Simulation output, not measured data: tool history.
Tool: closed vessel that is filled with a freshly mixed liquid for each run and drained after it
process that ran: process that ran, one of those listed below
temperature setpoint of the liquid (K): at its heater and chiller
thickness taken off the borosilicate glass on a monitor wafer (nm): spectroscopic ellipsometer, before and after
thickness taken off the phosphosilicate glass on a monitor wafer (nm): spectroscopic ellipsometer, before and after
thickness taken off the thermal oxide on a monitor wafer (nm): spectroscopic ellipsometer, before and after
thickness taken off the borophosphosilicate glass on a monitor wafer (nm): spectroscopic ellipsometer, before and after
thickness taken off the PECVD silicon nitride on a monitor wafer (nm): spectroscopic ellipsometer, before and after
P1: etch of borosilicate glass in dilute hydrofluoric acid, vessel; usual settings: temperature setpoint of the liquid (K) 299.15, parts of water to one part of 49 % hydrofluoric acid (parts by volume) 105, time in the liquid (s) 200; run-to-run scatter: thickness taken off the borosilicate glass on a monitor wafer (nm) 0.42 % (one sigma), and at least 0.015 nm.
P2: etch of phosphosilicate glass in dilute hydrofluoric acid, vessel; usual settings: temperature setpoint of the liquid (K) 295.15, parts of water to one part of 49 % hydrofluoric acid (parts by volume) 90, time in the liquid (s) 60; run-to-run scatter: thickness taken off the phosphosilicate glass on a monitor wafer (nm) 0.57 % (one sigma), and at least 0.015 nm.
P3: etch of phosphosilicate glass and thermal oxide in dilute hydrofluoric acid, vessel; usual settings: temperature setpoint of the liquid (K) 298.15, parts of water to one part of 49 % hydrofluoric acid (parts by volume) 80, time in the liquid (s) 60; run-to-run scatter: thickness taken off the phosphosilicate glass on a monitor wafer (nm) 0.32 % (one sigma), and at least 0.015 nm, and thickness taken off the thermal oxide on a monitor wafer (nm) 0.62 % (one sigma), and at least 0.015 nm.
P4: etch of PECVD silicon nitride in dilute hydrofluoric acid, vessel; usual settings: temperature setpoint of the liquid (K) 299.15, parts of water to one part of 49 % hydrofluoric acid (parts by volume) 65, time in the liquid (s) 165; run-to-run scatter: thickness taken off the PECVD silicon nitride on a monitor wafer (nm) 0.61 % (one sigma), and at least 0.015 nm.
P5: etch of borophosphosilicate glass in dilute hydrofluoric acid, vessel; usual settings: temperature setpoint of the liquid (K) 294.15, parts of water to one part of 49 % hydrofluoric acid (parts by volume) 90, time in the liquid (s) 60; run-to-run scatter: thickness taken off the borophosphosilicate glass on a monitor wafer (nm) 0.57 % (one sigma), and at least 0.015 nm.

| run | day | process that ran | temperature setpoint of the liquid (K) | parts of water to one part of 49 % hydrofluoric acid (parts by volume) | time in the liquid (s) | thickness taken off the borosilicate glass on a monitor wafer (nm) | thickness taken off the phosphosilicate glass on a monitor wafer (nm) | thickness taken off the thermal oxide on a monitor wafer (nm) | thickness taken off the borophosphosilicate glass on a monitor wafer (nm) | thickness taken off the PECVD silicon nitride on a monitor wafer (nm) |
|---|---|---|---|---|---|---|---|---|---|---|
| 1 | 0.288 | P1 | 299.15 | 105 | 200 | 45.957 |  |  |  |  |
| 2 | 0.529 | P1 | 293.65 | 105 | 200 | 37.125 |  |  |  |  |
| 3 | 0.721 | P1 | 303.65 | 105 | 200 | 54.337 |  |  |  |  |
| 4 | 0.996 | P1 | 299.15 | 60 | 200 | 85.631 |  |  |  |  |
| 5 | 1.333 | P2 | 295.15 | 90 | 60 |  | 53.676 |  |  |  |
| 6 | 1.688 | P3 | 298.15 | 35 | 60 |  | 280.82 | 9.3461 |  |  |
| 7 | 1.938 | P1 | 299.15 | 105 | 300 | 68.56 |  |  |  |  |
| 8 | 2.142 | P2 | 295.15 | 30 | 60 |  | 172.7 |  |  |  |
| 9 | 2.458 | P3 | 298.15 | 80 | 60 |  | 116.45 | 3.8448 |  |  |
| 10 | 2.821 | P5 | 302.15 | 90 | 60 |  |  |  | 32.276 |  |
| 11 | 3.088 | P2 | 295.15 | 90 | 30 |  | 26.906 |  |  |  |
| 12 | 3.408 | P1 | 299.15 | 190 | 200 | 22.845 |  |  |  |  |
| 13 | 3.592 | P1 | 307.15 | 105 | 35 | 10.87 |  |  |  |  |
| 14 | 3.938 | P5 | 294.15 | 90 | 60 |  |  |  | 23.334 |  |
| 15 | 4.204 | P2 | 298.65 | 90 | 60 |  | 61.689 |  |  |  |
| 16 | 4.396 | P5 | 294.15 | 90 | 30 |  |  |  | 11.624 |  |
| 17 | 4.754 | P4 | 299.15 | 65 | 165 |  |  |  |  | 4.7213 |
| 18 | 5.046 | P2 | 295.15 | 90 | 60 |  | 53.418 |  |  |  |
| 19 | 5.267 | P4 | 294.15 | 65 | 165 |  |  |  |  | 3.356 |
| 20 | 5.504 | P4 | 299.15 | 90 | 165 |  |  |  |  | 3.3718 |
| 21 | 5.688 | P1 | 299.15 | 105 | 200 | 45.867 |  |  |  |  |
| 22 | 5.967 | P3 | 291.65 | 80 | 60 |  | 88.964 | 2.9065 |  |  |
| 23 | 6.333 | P3 | 298.15 | 80 | 30 |  | 57.968 | 1.9249 |  |  |
| 24 | 6.508 | P5 | 294.15 | 90 | 60 |  |  |  | 23.553 |  |
| 25 | 6.8 | P1 | 299.15 | 105 | 200 | 46.145 |  |  |  |  |
| 26 | 7.033 | P1 | 299.15 | 105 | 30 | 6.8769 |  |  |  |  |
|  | 7.079 | hydrofluoric acid flow meter replaced |
| 27 | 7.296 | P4 | 299.15 | 65 | 30 |  |  |  |  | 0.87961 |
| 28 | 7.583 | P4 | 299.15 | 65 | 165 |  |  |  |  | 4.6938 |
| 29 | 7.821 | P1 | 306.65 | 50 | 200 | 139.73 |  |  |  |  |
| 30 | 8 | P1 | 299.15 | 105 | 200 | 46.27 |  |  |  |  |
| 31 | 8.279 | P5 | 294.15 | 140 | 60 |  |  |  | 14.171 |  |
| 32 | 8.554 | P1 | 299.15 | 45 | 385 | 224.53 |  |  |  |  |
| 33 | 8.917 | P1 | 299.15 | 105 | 200 | 46.2 |  |  |  |  |
| 34 | 9.096 | P1 | 299.15 | 105 | 200 | 47.181 |  |  |  |  |
| 35 | 9.454 | P1 | 299.15 | 105 | 200 | 48.57 |  |  |  |  |
| 36 | 9.721 | P1 | 299.15 | 105 | 200 | 49.059 |  |  |  |  |
| 37 | 9.946 | P1 | 299.15 | 105 | 200 | 49.374 |  |  |  |  |
| 38 | 10.238 | P1 | 299.15 | 105 | 200 | 49.851 |  |  |  |  |
| 39 | 10.567 | P1 | 299.15 | 105 | 200 | 49.736 |  |  |  |  |
| 40 | 10.796 | P1 | 299.15 | 105 | 200 | 50.196 |  |  |  |  |
| 41 | 11.071 | P1 | 299.15 | 105 | 200 | 50.068 |  |  |  |  |
| 42 | 11.338 | P1 | 299.15 | 105 | 200 | 50.425 |  |  |  |  |

What P1 gives has crept away from where it was. These 2 causes fit the log equally well, each at the size given:
A: hydrofluoric acid flow above the setpoint (%) = 8.12
B: liquid hotter than its thermometer reads (K) = 2.3
The creep began at about day 8.917.

4 check runs are offered, one wafer each, their results left as question marks. Which one tells the causes apart?
| check 1 | 11.604 | P2 | 295.15 | 90 | 60 |  | ? |  |  |  |
| check 2 | 11.604 | P5 | 294.15 | 90 | 60 |  |  |  | ? |  |
| check 3 | 11.604 | P4 | 299.15 | 65 | 165 |  |  |  |  | ? |
| check 4 | 11.604 | P3 | 298.15 | 80 | 60 |  | ? | ? |  |  |

What each check would give under each cause:
| check | result | if A | if B |
|---|---|---|---|
| check 1 | thickness taken off the phosphosilicate glass on a monitor wafer (nm) | 58.165 | 58.534 |
| check 2 | thickness taken off the borophosphosilicate glass on a monitor wafer (nm) | 25.368 | 25.555 |
| check 3 | thickness taken off the PECVD silicon nitride on a monitor wafer (nm) | 5.0734 | 5.4595 |
| check 4 | thickness taken off the phosphosilicate glass on a monitor wafer (nm) | 126.67 | 127.28 |
| check 4 | thickness taken off the thermal oxide on a monitor wafer (nm) | 4.2179 | 4.2384 |
How far apart the two closest causes lie, in the result that separates them most: check 1 0.63 %; check 2 0.73 %; check 3 7.34 %; check 4 0.48 %
Check 3 tells the causes apart: in the others they would give nearly the same result.

Then check 3 was run and gave: thickness taken off the PECVD silicon nitride on a monitor wafer (nm) 5.0978. Which cause is it?

It is A: hydrofluoric acid flow above the setpoint (%).
